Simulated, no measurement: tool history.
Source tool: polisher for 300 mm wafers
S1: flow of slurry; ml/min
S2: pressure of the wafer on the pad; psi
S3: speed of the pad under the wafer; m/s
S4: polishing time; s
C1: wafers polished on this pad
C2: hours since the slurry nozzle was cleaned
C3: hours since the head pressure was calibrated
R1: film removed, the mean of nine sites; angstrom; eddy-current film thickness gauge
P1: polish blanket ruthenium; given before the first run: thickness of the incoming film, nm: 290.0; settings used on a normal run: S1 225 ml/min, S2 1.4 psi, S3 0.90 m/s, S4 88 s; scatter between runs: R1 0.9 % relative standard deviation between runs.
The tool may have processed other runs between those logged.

run	hour	S1	S2	S3	S4	C1	C2	C3	R1
1	5.6	225	1.4	0.90	88	309	194.1	496.7	661.16
2	15.3	225	1.4	0.90	88	429	203.8	506.4	657.47
3	21.5	225	1.4	1.22	88	506	210.0	512.6	894.37
4	29.6	225	2.2	0.90	88	607	218.1	520.7	1035.30
5	39.6	225	1.4	0.50	88	731	228.1	530.7	369.17
# hour 42.2: head pressure recalibrated
6	45.5	135	1.4	0.90	88	804	234.0	3.4	620.83
7	57.5	225	1.4	0.90	65	953	246.0	15.4	489.68
# hour 63.9: slurry nozzle cleaned
8	65.7	225	1.4	0.90	139	1055	1.9	23.6	1045.00
9	75.9	225	1.8	0.52	88	1181	12.1	33.8	496.05
10	88.0	225	1.4	0.90	88	1331	24.2	45.9	665.21
11	94.3	225	1.4	0.90	88	1409	30.5	52.2	653.02
12	100.1	225	1.4	0.90	88	1481	36.3	58.0	662.17
13	112.1	330	1.4	0.90	88	1630	48.3	70.0	682.18
14	124.1	225	0.6	0.90	88	1779	60.3	82.0	286.21
15	132.0	225	0.7	0.40	88	1877	68.2	89.9	148.67
16	142.6	225	1.4	0.90	88	2009	78.8	100.5	660.54
17	149.5	225	1.4	0.90	88	2094	85.7	107.4	647.90
18	157.2	225	1.4	0.90	88	2190	93.4	115.1	641.55
19	167.6	225	1.4	0.90	88	2319	103.8	125.5	641.51
20	179.3	225	1.4	0.90	88	2464	115.5	137.2	636.69
21	191.4	225	1.4	0.90	88	2614	127.6	149.3	635.97
22	202.2	225	1.4	0.90	88	2748	138.4	160.1	632.69
23	210.1	225	1.4	0.90	88	2846	146.3	168.0	636.90
# hour 214.2: head pressure recalibrated
24	219.7	225	1.4	0.90	88	2966	155.9	5.5	635.05
25	229.7	225	1.4	0.90	88	3090	165.9	15.5	634.47
26	240.8	225	1.4	0.90	88	3227	177.0	26.6	637.54
27	249.6	225	1.4	0.90	88	3337	185.8	35.4	627.25

What P1 gives has crept away from where it was. These 2 causes fit the log equally well, each at the size given:
A: slurry flow missing at the pad, % = 29.9
B: removal rate lost through wear of the pad, % = 4.85
The creep began at about hour 142.6.
What rules out each remaining cause:
head's pressure below its setpoint, %: serviced at hour 214.2, after the change had begun; the process did not return to its earlier output

Which of the check runs below tells the causes apart, meaning the causes would give it clearly different results? Each run uses 5 wafers whose results are averaged, and each result is shown as a question mark.
check 1	258.4	225	0.7	0.90	124				?
check 2	258.4	225	1.0	0.90	134				?
check 3	258.4	225	2.0	0.90	137				?
check 4	258.4	135	1.4	0.50	88				?

If the cause were each of the candidates in turn, the checks would give the following:
check	result	if A	if B
check 1	R1	444.30	444.27
check 2	R1	685.90	685.86
check 3	R1	1402.50	1402.40
check 4	R1	314.85	324.31
Separation of the two closest causes in each check, using whichever result separates them best: check 1 0.01 %; check 2 0.01 %; check 3 0.01 %; check 4 2.96 %
Only in check 4 would the causes give clearly different results; in the remaining checks their results would be nearly the same.

Check 4 has now been run. It gave: R1 326.55 angstrom. Which of the candidate causes is it?

B is the cause: removal rate lost through wear of the pad, %.
